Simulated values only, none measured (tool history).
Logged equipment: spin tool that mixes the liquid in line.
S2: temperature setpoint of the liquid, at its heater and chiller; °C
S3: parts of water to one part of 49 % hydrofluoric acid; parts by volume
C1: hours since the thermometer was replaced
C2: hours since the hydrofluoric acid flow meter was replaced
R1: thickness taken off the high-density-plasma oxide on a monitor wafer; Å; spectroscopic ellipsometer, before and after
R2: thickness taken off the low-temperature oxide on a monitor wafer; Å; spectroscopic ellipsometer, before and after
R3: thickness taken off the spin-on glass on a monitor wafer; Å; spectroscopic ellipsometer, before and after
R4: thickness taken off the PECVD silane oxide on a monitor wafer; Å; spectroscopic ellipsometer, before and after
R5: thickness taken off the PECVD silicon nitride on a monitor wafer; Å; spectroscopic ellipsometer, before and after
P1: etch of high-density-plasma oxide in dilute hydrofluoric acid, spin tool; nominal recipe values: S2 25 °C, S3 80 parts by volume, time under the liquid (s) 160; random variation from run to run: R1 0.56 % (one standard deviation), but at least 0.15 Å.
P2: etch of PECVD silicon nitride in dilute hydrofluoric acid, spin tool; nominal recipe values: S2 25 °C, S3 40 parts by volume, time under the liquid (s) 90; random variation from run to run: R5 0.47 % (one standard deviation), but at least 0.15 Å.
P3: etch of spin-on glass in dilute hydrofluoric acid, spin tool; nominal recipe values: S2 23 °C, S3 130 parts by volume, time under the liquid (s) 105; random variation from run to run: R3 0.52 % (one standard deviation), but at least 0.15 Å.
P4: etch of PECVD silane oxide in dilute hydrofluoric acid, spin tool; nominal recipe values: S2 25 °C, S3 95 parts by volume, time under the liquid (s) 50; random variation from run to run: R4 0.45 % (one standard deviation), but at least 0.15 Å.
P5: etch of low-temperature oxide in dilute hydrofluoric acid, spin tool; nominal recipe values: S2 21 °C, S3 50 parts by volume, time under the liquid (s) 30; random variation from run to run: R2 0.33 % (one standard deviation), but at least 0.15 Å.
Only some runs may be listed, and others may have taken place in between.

{"run": 1, "hour": 9.7, "process that ran": "P1", "S2": 25, "S3": 80, "time under the liquid (s)": 160, "C1": 769.5, "C2": 269.3, "R1": 155.57}
{"run": 2, "hour": 21.2, "process that ran": "P1", "S2": 25, "S3": 80, "time under the liquid (s)": 160, "C1": 781, "C2": 280.8, "R1": 155.39}
{"run": 3, "hour": 39.1, "process that ran": "P1", "S2": 25, "S3": 40, "time under the liquid (s)": 70, "C1": 798.9, "C2": 298.7, "R1": 142.17}
{"run": 4, "hour": 48.5, "process that ran": "P5", "S2": 21, "S3": 85, "time under the liquid (s)": 30, "C1": 808.3, "C2": 308.1, "R2": 107.37}
{"run": 5, "hour": 60.6, "process that ran": "P1", "S2": 25, "S3": 80, "time under the liquid (s)": 160, "C1": 820.4, "C2": 320.2, "R1": 156.47}
{"run": 6, "hour": 73.5, "process that ran": "P3", "S2": 23, "S3": 20, "time under the liquid (s)": 105, "C1": 833.3, "C2": 333.1, "R3": 3778.4}
{"run": 7, "hour": 88.5, "process that ran": "P5", "S2": 21, "S3": 50, "time under the liquid (s)": 55, "C1": 848.3, "C2": 348.1, "R2": 348.32}
{"run": 8, "hour": 106.0, "process that ran": "P3", "S2": 23, "S3": 130, "time under the liquid (s)": 105, "C1": 865.8, "C2": 365.6, "R3": 504.15}
{"run": 9, "hour": 119.2, "process that ran": "P4", "S2": 17, "S3": 95, "time under the liquid (s)": 50, "C1": 879, "C2": 378.8, "R4": 101.83}
{"run": 10, "hour": 137.6, "process that ran": "P1", "S2": 25, "S3": 80, "time under the liquid (s)": 160, "C1": 897.4, "C2": 397.2, "R1": 155.46}
{"run": 11, "hour": 155.8, "process that ran": "P4", "S2": 25, "S3": 95, "time under the liquid (s)": 15, "C1": 915.6, "C2": 415.4, "R4": 42.321}
{"run": 12, "hour": 174.0, "process that ran": "P1", "S2": 25, "S3": 80, "time under the liquid (s)": 160, "C1": 933.8, "C2": 433.6, "R1": 155.98}
{"run": 13, "hour": 187.2, "process that ran": "P4", "S2": 25, "S3": 95, "time under the liquid (s)": 50, "C1": 947, "C2": 446.8, "R4": 142.92}
{"run": 14, "hour": 204.3, "process that ran": "P4", "S2": 25, "S3": 95, "time under the liquid (s)": 50, "C1": 964.1, "C2": 463.9, "R4": 141.35}
{"run": 15, "hour": 212.8, "process that ran": "P1", "S2": 25, "S3": 115, "time under the liquid (s)": 160, "C1": 972.6, "C2": 472.4, "R1": 103.79}
{"run": 16, "hour": 227.4, "process that ran": "P3", "S2": 23, "S3": 130, "time under the liquid (s)": 105, "C1": 987.2, "C2": 487, "R3": 507.56}
{"run": 17, "hour": 243.0, "process that ran": "P1", "S2": 25, "S3": 80, "time under the liquid (s)": 230, "C1": 1002.8, "C2": 502.6, "R1": 224.07}
{"run": 18, "hour": 253.6, "process that ran": "P2", "S2": 25, "S3": 60, "time under the liquid (s)": 90, "C1": 1013.4, "C2": 513.2, "R5": 62.978}
{"run": 19, "hour": 263.9, "process that ran": "P2", "S2": 31.5, "S3": 40, "time under the liquid (s)": 90, "C1": 1023.7, "C2": 523.5, "R5": 142.88}
{"run": 20, "hour": 275.3, "process that ran": "P3", "S2": 17, "S3": 130, "time under the liquid (s)": 105, "C1": 1035.1, "C2": 534.9, "R3": 394.53}
{"run": 21, "hour": 285.8, "process that ran": "P1", "S2": 25, "S3": 80, "time under the liquid (s)": 30, "C1": 1045.6, "C2": 545.4, "R1": 29.323}
{"run": 22, "hour": 293.9, "process that ran": "P1", "S2": 25, "S3": 25, "time under the liquid (s)": 160, "C1": 1053.7, "C2": 553.5, "R1": 538.51}
{"run": 23, "hour": 310.1, "process that ran": "P5", "S2": 21, "S3": 50, "time under the liquid (s)": 30, "C1": 1069.9, "C2": 569.7, "R2": 190.24}
{"run": 24, "hour": 318.8, "process that ran": "P1", "S2": 20.5, "S3": 80, "time under the liquid (s)": 160, "C1": 1078.6, "C2": 578.4, "R1": 129.37}
{"run": 25, "hour": 328.3, "process that ran": "P1", "S2": 18, "S3": 50, "time under the liquid (s)": 160, "C1": 1088.1, "C2": 587.9, "R1": 195.07}
{"run": 26, "hour": 337.3, "process that ran": "P2", "S2": 25, "S3": 40, "time under the liquid (s)": 90, "C1": 1097.1, "C2": 596.9, "R5": 93.743}
{"run": 27, "hour": 346.5, "process that ran": "P5", "S2": 27, "S3": 50, "time under the liquid (s)": 30, "C1": 1106.3, "C2": 606.1, "R2": 242.87}
{"run": 28, "hour": 356.5, "process that ran": "P3", "S2": 23, "S3": 130, "time under the liquid (s)": 25, "C1": 1116.3, "C2": 616.1, "R3": 121.37}
{"run": 29, "hour": 374.4, "process that ran": "P4", "S2": 25, "S3": 160, "time under the liquid (s)": 50, "C1": 1134.2, "C2": 634, "R4": 77.858}
{"run": 30, "hour": 389.8, "process that ran": "P1", "S2": 25, "S3": 80, "time under the liquid (s)": 160, "C1": 1149.6, "C2": 649.4, "R1": 155.48}
{"run": 31, "hour": 403.0, "process that ran": "P2", "S2": 25, "S3": 40, "time under the liquid (s)": 90, "C1": 1162.8, "C2": 662.6, "R5": 94.113}
{"run": 32, "hour": 417.0, "process that ran": "P1", "S2": 29, "S3": 80, "time under the liquid (s)": 160, "C1": 1176.8, "C2": 676.6, "R1": 181.94}
{"run": 33, "hour": 426.8, "process that ran": "P2", "S2": 25, "S3": 40, "time under the liquid (s)": 170, "C1": 1186.6, "C2": 686.4, "R5": 176.04}
{"run": 34, "hour": 439.8, "process that ran": "P1", "S2": 17, "S3": 25, "time under the liquid (s)": 160, "C1": 1199.6, "C2": 699.4, "R1": 378.86}
{"run": 35, "hour": 448.0, "process that ran": "P1", "S2": 25, "S3": 80, "time under the liquid (s)": 160, "C1": 1207.8, "C2": 707.6, "R1": 155.86}
{"run": 36, "hour": 459.8, "process that ran": "P1", "S2": 25, "S3": 80, "time under the liquid (s)": 160, "C1": 1219.6, "C2": 719.4, "R1": 154.33}
{"run": 37, "hour": 476.8, "process that ran": "P1", "S2": 25, "S3": 80, "time under the liquid (s)": 160, "C1": 1236.6, "C2": 736.4, "R1": 162.68}
{"run": 38, "hour": 488.7, "process that ran": "P1", "S2": 25, "S3": 80, "time under the liquid (s)": 160, "C1": 1248.5, "C2": 748.3, "R1": 164.88}
{"run": 39, "hour": 503.0, "process that ran": "P1", "S2": 25, "S3": 80, "time under the liquid (s)": 160, "C1": 1262.8, "C2": 762.6, "R1": 168.79}
{"run": 40, "hour": 516.7, "process that ran": "P1", "S2": 25, "S3": 80, "time under the liquid (s)": 160, "C1": 1276.5, "C2": 776.3, "R1": 168.26}
{"run": 41, "hour": 533.2, "process that ran": "P1", "S2": 25, "S3": 80, "time under the liquid (s)": 160, "C1": 1293, "C2": 792.8, "R1": 171.4}
{"run": 42, "hour": 544.7, "process that ran": "P1", "S2": 25, "S3": 80, "time under the liquid (s)": 160, "C1": 1304.5, "C2": 804.3, "R1": 172.85}

The log shows P1 creeping away from where it was. Any of the 2 causes listed here, at the size stated for it, fits the log just as well as the others:
A: hydrofluoric acid flow above the setpoint (%) = 8.57
B: liquid hotter than its thermometer reads (K) = 2.3
Onset of the creep was near hour 459.8.

Below are 4 check runs, each on a single wafer, with their results shown as question marks. Which of them would tell the listed causes apart, meaning the causes would give clearly different results under it?
{"run": "check 1", "hour": 556.2, "process that ran": "P3", "S2": 23, "S3": 50, "time under the liquid (s)": 105, "R3": "?"}
{"run": "check 2", "hour": 556.2, "process that ran": "P2", "S2": 30, "S3": 40, "time under the liquid (s)": 125, "R5": "?"}
{"run": "check 3", "hour": 556.2, "process that ran": "P5", "S2": 21, "S3": 85, "time under the liquid (s)": 55, "R2": "?"}
{"run": "check 4", "hour": 556.2, "process that ran": "P4", "S2": 25, "S3": 135, "time under the liquid (s)": 20, "R4": "?"}

What every check run would give for each of its results, assuming each possible cause in turn:
check=check_1 result=R3 if_A=1588.1 if_B=1599.5
check=check_2 result=R5 if_A=195.88 if_B=209.49
check=check_3 result=R2 if_A=214.88 if_B=215.63
check=check_4 result=R4 if_A=41.667 if_B=41.331
How far apart the two closest causes lie, in the result that separates them most: check 1 0.71 %; check 2 6.72 %; check 3 0.35 %; check 4 0.81 %
Only check 2 tells the causes apart: in the others they would give nearly the same result.

Here is what check 2 returned: R5 196.04 Å. Which cause is it?

A is the cause: hydrofluoric acid flow above the setpoint (%).
